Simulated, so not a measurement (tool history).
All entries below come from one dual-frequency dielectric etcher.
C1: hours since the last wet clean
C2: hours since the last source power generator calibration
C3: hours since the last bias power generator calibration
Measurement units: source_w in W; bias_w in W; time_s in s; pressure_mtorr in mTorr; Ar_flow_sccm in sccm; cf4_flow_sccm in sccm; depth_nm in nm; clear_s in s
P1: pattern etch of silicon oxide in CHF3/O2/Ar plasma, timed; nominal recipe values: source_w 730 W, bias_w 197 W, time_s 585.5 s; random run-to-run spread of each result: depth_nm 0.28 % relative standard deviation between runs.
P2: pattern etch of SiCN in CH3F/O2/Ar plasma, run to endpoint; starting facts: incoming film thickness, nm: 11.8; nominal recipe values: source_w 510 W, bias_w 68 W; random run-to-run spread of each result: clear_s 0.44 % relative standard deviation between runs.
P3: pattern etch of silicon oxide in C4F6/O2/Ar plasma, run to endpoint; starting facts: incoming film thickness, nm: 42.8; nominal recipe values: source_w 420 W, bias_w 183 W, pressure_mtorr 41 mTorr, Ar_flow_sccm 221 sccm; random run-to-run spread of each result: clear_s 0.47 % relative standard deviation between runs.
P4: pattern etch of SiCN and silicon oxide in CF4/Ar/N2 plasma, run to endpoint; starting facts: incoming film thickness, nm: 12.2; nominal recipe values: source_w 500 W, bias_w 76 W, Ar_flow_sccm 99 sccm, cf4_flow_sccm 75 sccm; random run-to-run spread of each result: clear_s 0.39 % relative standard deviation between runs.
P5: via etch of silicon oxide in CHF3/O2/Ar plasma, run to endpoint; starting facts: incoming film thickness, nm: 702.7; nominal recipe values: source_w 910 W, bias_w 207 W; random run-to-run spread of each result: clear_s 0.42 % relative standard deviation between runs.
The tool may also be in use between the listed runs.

run 1 day=0.1 | process=P1 source_w=730 bias_w=197 time_s=585.5 | C1=83.9 C2=1407.3 C3=885.3 | depth_nm=1266.3
run 2 day=0.204 | process=P5 source_w=1200 bias_w=207 | C1=86.4 C2=1409.8 C3=887.8 | clear_s=256.55
run 3 day=0.346 | process=P1 source_w=730 bias_w=197 time_s=585.5 | C1=89.8 C2=1413.2 C3=891.2 | depth_nm=1269.9
run 4 day=0.462 | process=P3 source_w=310 bias_w=183 pressure_mtorr=41 Ar_flow_sccm=221 | C1=92.6 C2=1416 C3=894 | clear_s=14.366
run 5 day=0.612 | process=P2 source_w=510 bias_w=40 | C1=96.2 C2=1419.6 C3=897.6 | clear_s=34.121
run 6 day=0.7 | process=P5 source_w=910 bias_w=207 | C1=98.3 C2=1421.7 C3=899.7 | clear_s=286.65
run 7 day=0.862 | process=P1 source_w=730 bias_w=119 time_s=585.5 | C1=102.2 C2=1425.6 C3=903.6 | depth_nm=1086.7
-- day=0.908 source power generator calibrated
run 8 day=0.983 | process=P3 source_w=420 bias_w=183 pressure_mtorr=41 Ar_flow_sccm=221 | C1=105.1 C2=1.9 C3=906.5 | clear_s=12.894
run 9 day=1.133 | process=P4 source_w=500 bias_w=48 Ar_flow_sccm=99 cf4_flow_sccm=75 | C1=108.7 C2=5.5 C3=910.1 | clear_s=14.003
run 10 day=1.225 | process=P4 source_w=500 bias_w=76 Ar_flow_sccm=99 cf4_flow_sccm=75 | C1=110.9 C2=7.7 C3=912.3 | clear_s=12.166
run 11 day=1.346 | process=P3 source_w=420 bias_w=112 pressure_mtorr=41 Ar_flow_sccm=221 | C1=113.8 C2=10.6 C3=915.2 | clear_s=14.744
run 12 day=1.483 | process=P4 source_w=500 bias_w=76 Ar_flow_sccm=66 cf4_flow_sccm=75 | C1=117.1 C2=13.9 C3=918.5 | clear_s=11.539
run 13 day=1.65 | process=P3 source_w=420 bias_w=183 pressure_mtorr=41 Ar_flow_sccm=283 | C1=121.1 C2=17.9 C3=922.5 | clear_s=13.011
run 14 day=1.75 | process=P1 source_w=970 bias_w=197 time_s=804 | C1=123.5 C2=20.3 C3=924.9 | depth_nm=1941
run 15 day=1.929 | process=P4 source_w=500 bias_w=76 Ar_flow_sccm=99 cf4_flow_sccm=43 | C1=127.8 C2=24.6 C3=929.2 | clear_s=13.256
run 16 day=2.079 | process=P1 source_w=730 bias_w=197 time_s=585.5 | C1=131.4 C2=28.2 C3=932.8 | depth_nm=1271.6
run 17 day=2.167 | process=P5 source_w=910 bias_w=285 | C1=133.5 C2=30.3 C3=934.9 | clear_s=255.03
run 18 day=2.275 | process=P4 source_w=500 bias_w=76 Ar_flow_sccm=99 cf4_flow_sccm=75 | C1=136.1 C2=32.9 C3=937.5 | clear_s=12.147
run 19 day=2.454 | process=P1 source_w=730 bias_w=266 time_s=585.5 | C1=140.4 C2=37.2 C3=941.8 | depth_nm=1411.8
run 20 day=2.646 | process=P3 source_w=420 bias_w=183 pressure_mtorr=57.5 Ar_flow_sccm=221 | C1=145 C2=41.8 C3=946.4 | clear_s=13.235
run 21 day=2.754 | process=P4 source_w=630 bias_w=76 Ar_flow_sccm=99 cf4_flow_sccm=75 | C1=147.6 C2=44.4 C3=949 | clear_s=9.8772
run 22 day=2.929 | process=P2 source_w=510 bias_w=68 | C1=151.8 C2=48.6 C3=953.2 | clear_s=28.845
run 23 day=3.121 | process=P1 source_w=990 bias_w=197 time_s=585.5 | C1=156.4 C2=53.2 C3=957.8 | depth_nm=1427
run 24 day=3.271 | process=P1 source_w=450 bias_w=197 time_s=585.5 | C1=160 C2=56.8 C3=961.4 | depth_nm=1061.2
run 25 day=3.362 | process=P1 source_w=990 bias_w=197 time_s=351.5 | C1=162.2 C2=59 C3=963.6 | depth_nm=857
run 26 day=3.496 | process=P2 source_w=380 bias_w=68 | C1=165.4 C2=62.2 C3=966.8 | clear_s=32.355
run 27 day=3.604 | process=P1 source_w=730 bias_w=197 time_s=585.5 | C1=168 C2=64.8 C3=969.4 | depth_nm=1269.5
run 28 day=3.7 | process=P1 source_w=730 bias_w=197 time_s=451 | C1=170.3 C2=67.1 C3=971.7 | depth_nm=984.77
run 29 day=3.879 | process=P1 source_w=730 bias_w=197 time_s=749.5 | C1=174.6 C2=71.4 C3=976 | depth_nm=1620.9
run 30 day=4.046 | process=P1 source_w=730 bias_w=197 time_s=585.5 | C1=178.6 C2=75.4 C3=980 | depth_nm=1262.6
run 31 day=4.154 | process=P3 source_w=420 bias_w=183 pressure_mtorr=41 Ar_flow_sccm=221 | C1=181.2 C2=78 C3=982.6 | clear_s=12.738
run 32 day=4.312 | process=P1 source_w=730 bias_w=197 time_s=585.5 | C1=185 C2=81.8 C3=986.4 | depth_nm=1264.7
run 33 day=4.479 | process=P1 source_w=730 bias_w=197 time_s=585.5 | C1=189 C2=85.8 C3=990.4 | depth_nm=1278.8
run 34 day=4.596 | process=P1 source_w=730 bias_w=197 time_s=585.5 | C1=191.8 C2=88.6 C3=993.2 | depth_nm=1279
run 35 day=4.796 | process=P1 source_w=730 bias_w=197 time_s=585.5 | C1=196.6 C2=93.4 C3=998 | depth_nm=1284
run 36 day=4.942 | process=P1 source_w=730 bias_w=197 time_s=585.5 | C1=200.1 C2=96.9 C3=1001.5 | depth_nm=1283.1
-- day=4.983 wet clean of the chamber
run 37 day=5.129 | process=P1 source_w=730 bias_w=197 time_s=585.5 | C1=3.5 C2=101.4 C3=1006 | depth_nm=1287.1
run 38 day=5.279 | process=P1 source_w=730 bias_w=197 time_s=585.5 | C1=7.1 C2=105 C3=1009.6 | depth_nm=1289.7
run 39 day=5.442 | process=P1 source_w=730 bias_w=197 time_s=585.5 | C1=11 C2=108.9 C3=1013.5 | depth_nm=1288.7
run 40 day=5.608 | process=P1 source_w=730 bias_w=197 time_s=585.5 | C1=15 C2=112.9 C3=1017.5 | depth_nm=1291.7
run 41 day=5.767 | process=P1 source_w=730 bias_w=197 time_s=585.5 | C1=18.8 C2=116.7 C3=1021.3 | depth_nm=1291.4
run 42 day=5.942 | process=P1 source_w=730 bias_w=197 time_s=585.5 | C1=23 C2=120.9 C3=1025.5 | depth_nm=1288.7

The output of P1 has drifted from where it used to be. Each of the 2 causes below, taken at the size shown beside it, accounts for the log equally well:
A: source power that arrives over what is set, % = 3.75
B: bias power that arrives over what is set, % = 4.24
Creep in the process output first set in at about day 4.312.
Every other cause this tool's parts could produce, and why it does not fit the log:
chamber walls in a state that raises the etch rate, %: work on it at day 4.983, done after the drift set in, did not restore what the process gave before

4 check runs are offered, each on 2 wafers whose results are averaged, their results left as question marks. Which one tells the causes apart?
run check 1 day=6.117 | process=P2 source_w=380 bias_w=51 | clear_s=?
run check 2 day=6.117 | process=P3 source_w=420 bias_w=129 pressure_mtorr=41 Ar_flow_sccm=221 | clear_s=?
run check 3 day=6.117 | process=P5 source_w=910 bias_w=273 | clear_s=?
run check 4 day=6.117 | process=P4 source_w=500 bias_w=53 Ar_flow_sccm=99 cf4_flow_sccm=75 | clear_s=?

What each check would give under each cause:
check=check_1 result=clear_s if_A=35.027 if_B=35.045
check=check_2 result=clear_s if_A=13.972 if_B=14.007
check=check_3 result=clear_s if_A=256.5 if_B=256.28
check=check_4 result=clear_s if_A=13.19 if_B=13.457
Per-check spread between the two closest causes, in the result where they differ most: check 1 0.05 %; check 2 0.25 %; check 3 0.09 %; check 4 2 %
Check 4 distinguishes between the causes, while the remaining checks would return nearly the same result for all of them.

Check 4 has now been run. It gave: clear_s 13.463 s. Which of the candidate causes is it?

Of the candidate causes, it is B: bias power that arrives over what is set, %.

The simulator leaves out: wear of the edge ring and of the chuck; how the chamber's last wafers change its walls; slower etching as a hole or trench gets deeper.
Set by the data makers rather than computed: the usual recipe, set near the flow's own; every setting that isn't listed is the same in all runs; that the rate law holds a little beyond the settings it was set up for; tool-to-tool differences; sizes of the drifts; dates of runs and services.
